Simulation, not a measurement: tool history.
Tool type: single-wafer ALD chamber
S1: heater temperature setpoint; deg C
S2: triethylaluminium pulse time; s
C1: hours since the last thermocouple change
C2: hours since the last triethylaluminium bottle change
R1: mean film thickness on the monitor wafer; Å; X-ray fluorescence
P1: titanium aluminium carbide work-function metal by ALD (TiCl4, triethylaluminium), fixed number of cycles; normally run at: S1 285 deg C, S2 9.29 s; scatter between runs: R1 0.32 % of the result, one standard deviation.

| run | day | S1 | S2 | C1 | C2 | R1 |
|---|---|---|---|---|---|---|
| 1 | 0.238 | 285 | 9.29 | 1223.5 | 200.7 | 18.93 |
| 2 | 0.392 | 285 | 12.33 | 1227.2 | 204.4 | 19.408 |
| 3 | 0.512 | 304 | 13.13 | 1230.1 | 207.3 | 21.27 |
| 4 | 0.742 | 285 | 9.29 | 1235.6 | 212.8 | 18.747 |
| 5 | 0.954 | 285 | 9.29 | 1240.7 | 217.9 | 18.928 |
| 6 | 1.179 | 285 | 9.29 | 1246.1 | 223.3 | 18.935 |
| 7 | 1.329 | 285 | 9.29 | 1249.7 | 226.9 | 18.837 |
| 8 | 1.554 | 262 | 12.35 | 1255.1 | 232.3 | 17.283 |
| 9 | 1.688 | 260 | 9.29 | 1258.3 | 235.5 | 16.759 |
| 10 | 1.912 | 308 | 9.29 | 1263.7 | 240.9 | 20.906 |
| 11 | 2.079 | 285 | 5.39 | 1267.7 | 244.9 | 16.621 |
| 12 | 2.242 | 285 | 9.29 | 1271.6 | 248.8 | 18.868 |
| 13 | 2.346 | 285 | 9.29 | 1274.1 | 251.3 | 18.63 |
| 14 | 2.479 | 285 | 9.29 | 1277.3 | 254.5 | 18.664 |
| 15 | 2.604 | 285 | 9.29 | 1280.3 | 257.5 | 18.493 |
| 16 | 2.792 | 285 | 9.29 | 1284.8 | 262 | 18.466 |
| 17 | 2.971 | 285 | 9.29 | 1289.1 | 266.3 | 18.539 |
| 18 | 3.096 | 285 | 9.29 | 1292.1 | 269.3 | 18.605 |

The output of P1 has drifted from where it used to be. Each of the 2 causes below, taken at the size shown beside it, accounts for the log equally well:
A: wafer temperature below the value expected at the setpoint (K) = 4.89
B: triethylaluminium dose below that of a fresh bottle (%) = 13.2
The drift started at roughly day 2.242.

Of the 4 check runs listed below, each run on one wafer and each result written as a question mark, which would let you distinguish the listed causes because they would give clearly different results?
| check 1 | 3.221 | 304 | 9.29 |  |  | ? |
| check 2 | 3.221 | 261 | 9.29 |  |  | ? |
| check 3 | 3.221 | 296 | 5.73 |  |  | ? |
| check 4 | 3.221 | 262 | 9.29 |  |  | ? |

What every check run would give for each of its results, assuming each possible cause in turn:
| check | result | if A | if B |
|---|---|---|---|
| check 1 | R1 | 20.114 | 20.086 |
| check 2 | R1 | 16.425 | 16.46 |
| check 3 | R1 | 17.432 | 16.96 |
| check 4 | R1 | 16.509 | 16.543 |
Smallest distance between any two causes, each pair judged by its most separating result, in per cent: check 1 0.14 %; check 2 0.21 %; check 3 2.74 %; check 4 0.21 %
The other checks would show nearly matching results whichever cause is true, so check 3 is the only one that separates the causes.

With check 3 done, the readings were: R1 16.919 Å. Identify which of the listed causes applies.

The correct cause is B, namely: triethylaluminium dose below that of a fresh bottle (%).
